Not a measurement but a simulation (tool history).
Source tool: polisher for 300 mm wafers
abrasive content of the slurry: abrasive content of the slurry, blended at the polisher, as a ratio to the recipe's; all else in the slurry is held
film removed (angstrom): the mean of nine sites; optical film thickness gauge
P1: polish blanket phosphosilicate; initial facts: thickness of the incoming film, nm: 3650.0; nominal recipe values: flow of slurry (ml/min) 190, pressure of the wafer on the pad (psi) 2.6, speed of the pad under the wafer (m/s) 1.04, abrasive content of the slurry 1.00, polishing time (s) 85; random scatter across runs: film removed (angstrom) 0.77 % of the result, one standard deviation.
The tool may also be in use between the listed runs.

run,day,flow of slurry (ml/min),pressure of the wafer on the pad (psi),speed of the pad under the wafer (m/s),abrasive content of the slurry,polishing time (s),wafers polished on this pad,hours since the slurry nozzle was cleaned,hours since the head pressure was calibrated,hours since the slurry blender was calibrated,hours since the conditioning disc was replaced,film removed (angstrom)
1,0.446,190,2.6,1.04,1.00,85,866,545.0,266.2,96.4,328.2,7216.4
2,0.921,190,2.6,0.46,1.00,85,974,556.4,277.6,107.8,339.6,3769.8
3,1.438,190,2.6,1.04,0.55,85,1092,568.8,290.0,120.2,352.0,5237.5
4,1.846,190,1.5,1.04,1.00,85,1185,578.6,299.8,130.0,361.8,4165.9
5,2.371,190,2.6,1.04,1.00,52,1304,591.2,312.4,142.6,374.4,4387.8
# day 2.638: conditioning disc replaced and pad reconditioned
6,2.879,190,2.6,1.62,1.00,85,1420,603.4,324.6,154.8,5.8,10251.0
7,3.267,190,2.6,1.04,1.00,85,1508,612.7,333.9,164.1,15.1,7132.6
8,3.838,190,4.1,1.04,1.00,85,1638,626.4,347.6,177.8,28.8,11296.0
9,4.167,190,2.6,1.04,0.55,44,1713,634.3,355.5,185.7,36.7,2684.2
# day 4.588: slurry blender recalibrated
10,4.621,115,2.6,1.04,1.00,85,1817,645.2,366.4,0.8,47.6,6555.7
11,5.271,250,2.6,1.04,1.00,85,1965,660.8,382.0,16.4,63.2,7447.4
12,5.729,190,2.6,1.04,1.00,132,2069,671.8,393.0,27.4,74.2,11117.0
13,6.367,190,1.5,1.04,1.00,126,2214,687.1,408.3,42.7,89.5,6070.5
14,7.004,190,2.6,1.04,1.40,85,2359,702.4,423.6,58.0,104.8,8207.1
15,7.367,190,2.6,1.04,1.00,85,2442,711.1,432.3,66.7,113.5,7153.3
16,7.954,190,2.6,1.04,1.00,85,2576,725.2,446.4,80.8,127.6,7153.9
17,8.512,190,2.6,1.04,1.00,85,2703,738.6,459.8,94.2,141.0,7190.3
18,8.850,190,2.6,1.04,1.00,85,2780,746.7,467.9,102.3,149.1,7169.2
19,9.238,190,2.6,1.04,1.00,85,2868,756.0,477.2,111.6,158.4,7140.6
20,9.596,190,2.6,1.04,1.00,85,2950,764.6,485.8,120.2,167.0,6983.9

Expected results for the next run?
21,10.088,190,2.6,1.04,1.00,85,3061,776.4,497.6,132.0,178.8,?

{"run 21": {"film removed (angstrom)": 6893.3}}
